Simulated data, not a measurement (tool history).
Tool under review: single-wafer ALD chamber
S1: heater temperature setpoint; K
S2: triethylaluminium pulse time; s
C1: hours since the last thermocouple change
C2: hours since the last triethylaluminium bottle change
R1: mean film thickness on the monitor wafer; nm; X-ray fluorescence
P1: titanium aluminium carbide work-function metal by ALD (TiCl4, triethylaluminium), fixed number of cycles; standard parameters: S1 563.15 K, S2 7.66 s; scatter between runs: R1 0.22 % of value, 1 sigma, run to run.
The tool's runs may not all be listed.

run,hour,S1,S2,C1,C2,R1
1,7.8,563.15,7.66,906.3,549.7,1.8584
2,15.1,563.15,7.66,913.6,557,1.8503
3,19.6,563.15,7.66,918.1,561.5,1.8492
4,27.6,539.15,7.66,926.1,569.5,1.6538
5,32.7,563.15,7.66,931.2,574.6,1.8563
6,37.5,574.15,3.71,936,579.4,1.5099
7,41.8,563.15,2.73,940.3,583.7,1.2146
8,47.5,583.15,7.66,946,589.4,2.0214
9,54.2,581.15,4.41,952.7,596.1,1.683
10,61.1,563.15,7.66,959.6,603,1.8512
11,64.9,563.15,11.51,963.4,606.8,1.9546
12,70.3,563.15,7.66,968.8,612.2,1.8454
13,76.4,563.15,7.66,974.9,618.3,1.8364
14,82.5,563.15,7.66,981,624.4,1.8312
15,88.4,563.15,7.66,986.9,630.3,1.8257
16,95.1,563.15,7.66,993.6,637,1.8156
17,100.6,563.15,7.66,999.1,642.5,1.817
18,106.1,563.15,7.66,1004.6,648,1.8244
19,110.3,563.15,7.66,1008.8,652.2,1.8226
20,116.4,563.15,7.66,1014.9,658.3,1.8251

Compared with where it was, what P1 gives has crept away. Each cause listed below fits the log as well as the rest, at the size given for it:
A: triethylaluminium dose below that of a fresh bottle (%) = 7.73
B: wafer temperature below the value expected at the setpoint (K) = 3.87
The drift started at roughly hour 70.3.

Consider the 4 single-wafer check runs listed below, results given as question marks: which one distinguishes between the causes by giving clearly different results for each?
check 1,122.5,555.15,7.66,,,?
check 2,122.5,541.15,3.83,,,?
check 3,122.5,544.15,7.66,,,?
check 4,122.5,580.15,9.63,,,?

What each check would give under each cause:
check,result,if A,if B
check 1,R1,1.7543,1.7534
check 2,R1,1.2669,1.2937
check 3,R1,1.6654,1.6634
check 4,R1,2.0472,2.036
Distance between the nearest two causes, measured in the result of the check that separates them most: check 1 0.05 %; check 2 2.09 %; check 3 0.13 %; check 4 0.55 %
Of the check runs offered, only check 2 discriminates between the causes; the rest would read about the same regardless of which cause applies.

Then check 2 was run and gave: R1 1.2642 nm. Which cause is it?

A is the cause: triethylaluminium dose below that of a fresh bottle (%).

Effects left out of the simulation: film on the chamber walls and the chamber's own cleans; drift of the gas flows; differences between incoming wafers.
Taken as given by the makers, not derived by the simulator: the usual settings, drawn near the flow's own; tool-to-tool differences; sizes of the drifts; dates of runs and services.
